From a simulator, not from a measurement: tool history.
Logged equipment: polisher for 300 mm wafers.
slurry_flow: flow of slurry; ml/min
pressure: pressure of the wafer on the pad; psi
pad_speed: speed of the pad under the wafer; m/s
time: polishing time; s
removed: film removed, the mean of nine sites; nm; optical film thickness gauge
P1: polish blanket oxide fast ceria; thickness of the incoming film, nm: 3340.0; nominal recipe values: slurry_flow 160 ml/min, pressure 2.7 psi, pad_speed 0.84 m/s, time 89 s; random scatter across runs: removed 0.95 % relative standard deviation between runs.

{"run": 1, "hour": 12.4, "slurry_flow": 160, "pressure": 2.7, "pad_speed": 0.84, "time": 89, "removed": 930.62}
{"run": 2, "hour": 24.5, "slurry_flow": 160, "pressure": 3.4, "pad_speed": 0.84, "time": 89, "removed": 1165}
{"run": 3, "hour": 33.2, "slurry_flow": 160, "pressure": 1.7, "pad_speed": 0.84, "time": 89, "removed": 584.58}
{"run": 4, "hour": 41.1, "slurry_flow": 160, "pressure": 2.7, "pad_speed": 0.84, "time": 130, "removed": 1385.9}
{"run": 5, "hour": 58.5, "slurry_flow": 160, "pressure": 2.7, "pad_speed": 0.84, "time": 89, "removed": 938.69}
{"run": 6, "hour": 75.5, "slurry_flow": 160, "pressure": 2.7, "pad_speed": 0.84, "time": 89, "removed": 921.15}
{"run": 7, "hour": 83.3, "slurry_flow": 160, "pressure": 1.4, "pad_speed": 0.84, "time": 61, "removed": 337.3}
{"run": 8, "hour": 94.3, "slurry_flow": 160, "pressure": 2.7, "pad_speed": 0.84, "time": 89, "removed": 934.25}
{"run": 9, "hour": 102.3, "slurry_flow": 210, "pressure": 2.7, "pad_speed": 0.84, "time": 89, "removed": 960.13}
{"run": 10, "hour": 116.2, "slurry_flow": 160, "pressure": 2.7, "pad_speed": 0.48, "time": 89, "removed": 540.9}
{"run": 11, "hour": 125.6, "slurry_flow": 95, "pressure": 2.7, "pad_speed": 0.84, "time": 89, "removed": 840.93}
{"run": 12, "hour": 136.7, "slurry_flow": 160, "pressure": 2.7, "pad_speed": 0.84, "time": 89, "removed": 936.18}
{"hour": 147.4, "done": "head pressure recalibrated"}
{"run": 13, "hour": 150.9, "slurry_flow": 95, "pressure": 3.8, "pad_speed": 0.84, "time": 89, "removed": 1173.7}
{"run": 14, "hour": 159.4, "slurry_flow": 160, "pressure": 2.7, "pad_speed": 1.08, "time": 89, "removed": 1212.6}
{"run": 15, "hour": 168.4, "slurry_flow": 160, "pressure": 2.7, "pad_speed": 0.84, "time": 51, "removed": 534.18}
{"run": 16, "hour": 183.3, "slurry_flow": 160, "pressure": 2.7, "pad_speed": 0.84, "time": 89, "removed": 931.52}
{"run": 17, "hour": 192.0, "slurry_flow": 160, "pressure": 2.7, "pad_speed": 0.84, "time": 89, "removed": 911.45}
{"run": 18, "hour": 200.1, "slurry_flow": 160, "pressure": 2.7, "pad_speed": 0.84, "time": 89, "removed": 888.81}
{"run": 19, "hour": 213.9, "slurry_flow": 160, "pressure": 2.7, "pad_speed": 0.84, "time": 89, "removed": 883.54}
{"run": 20, "hour": 225.8, "slurry_flow": 160, "pressure": 2.7, "pad_speed": 0.84, "time": 89, "removed": 881.94}
{"run": 21, "hour": 239.6, "slurry_flow": 160, "pressure": 2.7, "pad_speed": 0.84, "time": 89, "removed": 876.4}
{"hour": 241.8, "done": "head pressure recalibrated"}
{"run": 22, "hour": 249.9, "slurry_flow": 160, "pressure": 2.7, "pad_speed": 0.84, "time": 89, "removed": 868.04}
{"run": 23, "hour": 258.7, "slurry_flow": 160, "pressure": 2.7, "pad_speed": 0.84, "time": 89, "removed": 876.47}
{"run": 24, "hour": 275.5, "slurry_flow": 160, "pressure": 2.7, "pad_speed": 0.84, "time": 89, "removed": 856.3}
{"run": 25, "hour": 290.3, "slurry_flow": 160, "pressure": 2.7, "pad_speed": 0.84, "time": 89, "removed": 870.12}

What P1 gives has crept off from where it sat before. The 2 causes that follow fit the log equally well, each at the size noted:
A: removal rate lost through wear of the pad, % = 7.72
B: slurry flow missing at the pad, % = 33.4
At approximately hour 183.3, the process output began to creep.
Other possible causes, and why each is ruled out:
head's pressure below its setpoint, %: work on it at hour 241.8, done after the drift set in, did not restore what the process gave before

Each of the check runs listed below is run on 5 wafers and reports their average, with the results left as question marks. Pick the one under which the possible causes would lead to clearly different results.
{"run": "check 1", "hour": 305.1, "slurry_flow": 160, "pressure": 2.7, "pad_speed": 0.52, "time": 52, "removed": "?"}
{"run": "check 2", "hour": 305.1, "slurry_flow": 110, "pressure": 2.7, "pad_speed": 0.84, "time": 89, "removed": "?"}
{"run": "check 3", "hour": 305.1, "slurry_flow": 160, "pressure": 2.1, "pad_speed": 0.84, "time": 89, "removed": "?"}
{"run": "check 4", "hour": 305.1, "slurry_flow": 160, "pressure": 2.7, "pad_speed": 0.64, "time": 89, "removed": "?"}

If the cause were each of the candidates in turn, the checks would give the following:
check=check_1 result=removed if_A=312.78 if_B=312.79
check=check_2 result=removed if_A=803.97 if_B=778.9
check=check_3 result=removed if_A=672.6 if_B=672.63
check=check_4 result=removed if_A=658.87 if_B=658.9
How far apart the two closest causes lie, in the result that separates them most: check 1 0.01 %; check 2 3.17 %; check 3 0.01 %; check 4 0.01 %
The other checks would show nearly matching results whichever cause is true, so check 2 is the only one that separates the causes.

Check 2 was carried out, with these results: removed 805.9 nm. Which of the listed causes is responsible?

The cause is A: removal rate lost through wear of the pad, %.
